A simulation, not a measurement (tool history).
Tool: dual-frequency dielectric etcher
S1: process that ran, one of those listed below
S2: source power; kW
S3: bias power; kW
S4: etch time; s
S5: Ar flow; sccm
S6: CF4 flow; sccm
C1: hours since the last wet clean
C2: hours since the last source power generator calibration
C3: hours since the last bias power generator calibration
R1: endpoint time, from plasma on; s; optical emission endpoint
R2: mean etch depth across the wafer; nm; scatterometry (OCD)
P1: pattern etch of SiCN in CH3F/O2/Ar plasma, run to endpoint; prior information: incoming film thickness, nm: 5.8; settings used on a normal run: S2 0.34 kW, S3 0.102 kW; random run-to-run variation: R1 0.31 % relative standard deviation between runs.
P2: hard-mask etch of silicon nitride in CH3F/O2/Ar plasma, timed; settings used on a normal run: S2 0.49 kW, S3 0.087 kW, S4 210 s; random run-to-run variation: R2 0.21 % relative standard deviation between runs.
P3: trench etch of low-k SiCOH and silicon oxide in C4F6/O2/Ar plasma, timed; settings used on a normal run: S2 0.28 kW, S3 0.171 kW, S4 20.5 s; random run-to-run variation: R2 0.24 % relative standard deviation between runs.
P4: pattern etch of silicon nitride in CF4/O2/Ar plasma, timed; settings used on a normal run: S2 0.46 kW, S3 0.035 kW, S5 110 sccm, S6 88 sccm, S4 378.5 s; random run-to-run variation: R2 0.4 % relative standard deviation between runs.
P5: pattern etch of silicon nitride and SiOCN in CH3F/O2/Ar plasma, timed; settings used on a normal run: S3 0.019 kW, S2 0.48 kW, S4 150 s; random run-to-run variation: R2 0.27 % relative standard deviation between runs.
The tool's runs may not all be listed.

run 1 hour=13.3 | S1=P1 S2=0.34 S3=0.102 | C1=274.5 C2=1572.9 C3=269.9 | R1=14.544
run 2 hour=20.9 | S1=P2 S2=0.49 S3=0.087 S4=210 | C1=282.1 C2=1580.5 C3=277.5 | R2=167.21
run 3 hour=33.2 | S1=P1 S2=0.34 S3=0.142 | C1=294.4 C2=1592.8 C3=289.8 | R1=12.776
run 4 hour=48.7 | S1=P3 S2=0.28 S3=0.102 S4=20.5 | C1=309.9 C2=1608.3 C3=305.3 | R2=46.12
run 5 hour=58.2 | S1=P3 S2=0.28 S3=0.171 S4=20.5 | C1=319.4 C2=1617.8 C3=314.8 | R2=53.862
run 6 hour=71.2 | S1=P5 S2=0.57 S3=0.019 S4=150 | C1=332.4 C2=1630.8 C3=327.8 | R2=21.114
run 7 hour=81.8 | S1=P5 S2=0.48 S3=0.019 S4=150 | C1=343 C2=1641.4 C3=338.4 | R2=19.732
run 8 hour=90.9 | S1=P4 S2=0.46 S3=0.035 S4=495 S5=110 S6=88 | C1=352.1 C2=1650.5 C3=347.5 | R2=734.4
run 9 hour=103.5 | S1=P4 S2=0.46 S3=0.035 S4=378.5 S5=110 S6=88 | C1=364.7 C2=1663.1 C3=360.1 | R2=559.67
run 10 hour=112.9 | S1=P1 S2=0.34 S3=0.068 | C1=374.1 C2=1672.5 C3=369.5 | R1=16.915
run 11 hour=126 | S1=P4 S2=0.46 S3=0.035 S4=378.5 S5=110 S6=71 | C1=387.2 C2=1685.6 C3=382.6 | R2=541.09
run 12 hour=142.2 | S1=P2 S2=0.49 S3=0.087 S4=160.5 | C1=403.4 C2=1701.8 C3=398.8 | R2=127.71
run 13 hour=150 | S1=P1 S2=0.43 S3=0.066 | C1=411.2 C2=1709.6 C3=406.6 | R1=15.584
run 14 hour=165.2 | S1=P1 S2=0.34 S3=0.102 | C1=426.4 C2=1724.8 C3=421.8 | R1=14.552
run 15 hour=182 | S1=P4 S2=0.46 S3=0.035 S4=378.5 S5=87 S6=88 | C1=443.2 C2=1741.6 C3=438.6 | R2=579.33
run 16 hour=198.7 | S1=P1 S2=0.22 S3=0.136 | C1=459.9 C2=1758.3 C3=455.3 | R1=15.231
run 17 hour=208 | S1=P5 S2=0.48 S3=0.019 S4=150 | C1=469.2 C2=1767.6 C3=464.6 | R2=19.805
run 18 hour=221.1 | S1=P4 S2=0.46 S3=0.035 S4=378.5 S5=110 S6=88 | C1=482.3 C2=1780.7 C3=477.7 | R2=558.99
run 19 hour=232.5 | S1=P1 S2=0.34 S3=0.102 | C1=493.7 C2=1792.1 C3=489.1 | R1=14.552
run 20 hour=243.3 | S1=P1 S2=0.46 S3=0.083 | C1=504.5 C2=1802.9 C3=499.9 | R1=14.039
run 21 hour=255.4 | S1=P1 S2=0.46 S3=0.102 | C1=516.6 C2=1815 C3=512 | R1=12.986
run 22 hour=266.9 | S1=P2 S2=0.49 S3=0.087 S4=210 | C1=528.1 C2=1826.5 C3=523.5 | R2=167.43
run 23 hour=275.7 | S1=P2 S2=0.63 S3=0.087 S4=210 | C1=536.9 C2=1835.3 C3=532.3 | R2=183.26
run 24 hour=289.9 | S1=P1 S2=0.27 S3=0.102 | C1=551.1 C2=1849.5 C3=546.5 | R1=15.89
run 25 hour=304.8 | S1=P4 S2=0.46 S3=0.049 S4=378.5 S5=110 S6=88 | C1=566 C2=1864.4 C3=561.4 | R2=630.95
run 26 hour=319.9 | S1=P3 S2=0.28 S3=0.171 S4=14 | C1=581.1 C2=1879.5 C3=576.5 | R2=36.659
run 27 hour=336.5 | S1=P1 S2=0.34 S3=0.102 | C1=597.7 C2=1896.1 C3=593.1 | R1=14.516
-- hour=343.9 source power generator calibrated
run 28 hour=351.6 | S1=P1 S2=0.34 S3=0.102 | C1=612.8 C2=7.8 C3=608.2 | R1=14.52
run 29 hour=363.2 | S1=P4 S2=0.57 S3=0.035 S4=378.5 S5=110 S6=88 | C1=624.4 C2=19.4 C3=619.8 | R2=679.23
run 30 hour=378 | S1=P2 S2=0.49 S3=0.052 S4=210 | C1=639.2 C2=34.2 C3=634.6 | R2=141.25
run 31 hour=386.9 | S1=P5 S2=0.48 S3=0.019 S4=195 | C1=648.1 C2=43.1 C3=643.5 | R2=25.733
run 32 hour=399.5 | S1=P3 S2=0.39 S3=0.171 S4=20.5 | C1=660.7 C2=55.7 C3=656.1 | R2=61.439
run 33 hour=413.4 | S1=P5 S2=0.48 S3=0.026 S4=150 | C1=674.6 C2=69.6 C3=670 | R2=22.654
run 34 hour=423.6 | S1=P1 S2=0.34 S3=0.102 | C1=684.8 C2=79.8 C3=680.2 | R1=14.564
run 35 hour=438.4 | S1=P1 S2=0.34 S3=0.102 | C1=699.6 C2=94.6 C3=695 | R1=14.663
run 36 hour=446.2 | S1=P1 S2=0.34 S3=0.102 | C1=707.4 C2=102.4 C3=702.8 | R1=14.795
run 37 hour=455.5 | S1=P1 S2=0.34 S3=0.102 | C1=716.7 C2=111.7 C3=712.1 | R1=14.697
-- hour=463.8 wet clean of the chamber
run 38 hour=469.3 | S1=P1 S2=0.34 S3=0.102 | C1=5.6 C2=125.5 C3=725.9 | R1=14.775
run 39 hour=483.1 | S1=P1 S2=0.34 S3=0.102 | C1=19.4 C2=139.3 C3=739.7 | R1=14.712
run 40 hour=491.5 | S1=P1 S2=0.34 S3=0.102 | C1=27.8 C2=147.7 C3=748.1 | R1=14.8
run 41 hour=501.7 | S1=P1 S2=0.34 S3=0.102 | C1=38 C2=157.9 C3=758.3 | R1=14.823

P1 has crept away from where it was. The log is fitted equally well by each of these 2 causes, at the sizes shown:
A: source power that arrives under what is set, % = 4.16
B: bias power that arrives under what is set, % = 4.01
The creep began at about hour 423.6.
Ruled out, with reasons:
chamber walls in a state that lowers the etch rate, %: serviced at hour 463.8, which brought nothing back

Consider the 4 check runs below, whose results appear as question marks and each of which averages 2 wafers. Which one distinguishes the causes, in that each cause would give it a clearly different result?
run check 1 hour=511.9 | S1=P3 S2=0.39 S3=0.171 S4=17 | R2=?
run check 2 hour=511.9 | S1=P4 S2=0.46 S3=0.035 S4=378.5 S5=110 S6=73 | R2=?
run check 3 hour=511.9 | S1=P5 S2=0.48 S3=0.026 S4=150 | R2=?
run check 4 hour=511.9 | S1=P2 S2=0.49 S3=0.068 S4=210 | R2=?

If the cause were each of the candidates in turn, the checks would give the following:
check=check_1 result=R2 if_A=49.948 if_B=50.14
check=check_2 result=R2 if_A=524.96 if_B=536.65
check=check_3 result=R2 if_A=22.334 if_B=22.247
check=check_4 result=R2 if_A=151.07 if_B=151.48
Smallest distance between any two causes, each pair judged by its most separating result, in per cent: check 1 0.38 %; check 2 2.2 %; check 3 0.39 %; check 4 0.27 %
Check 2 is the one run that separates the causes; every other check would come out nearly the same whichever cause is at work.

Then check 2 was run and gave: R2 526.18 nm. Which cause is it?

The correct cause is A, namely: source power that arrives under what is set, %.
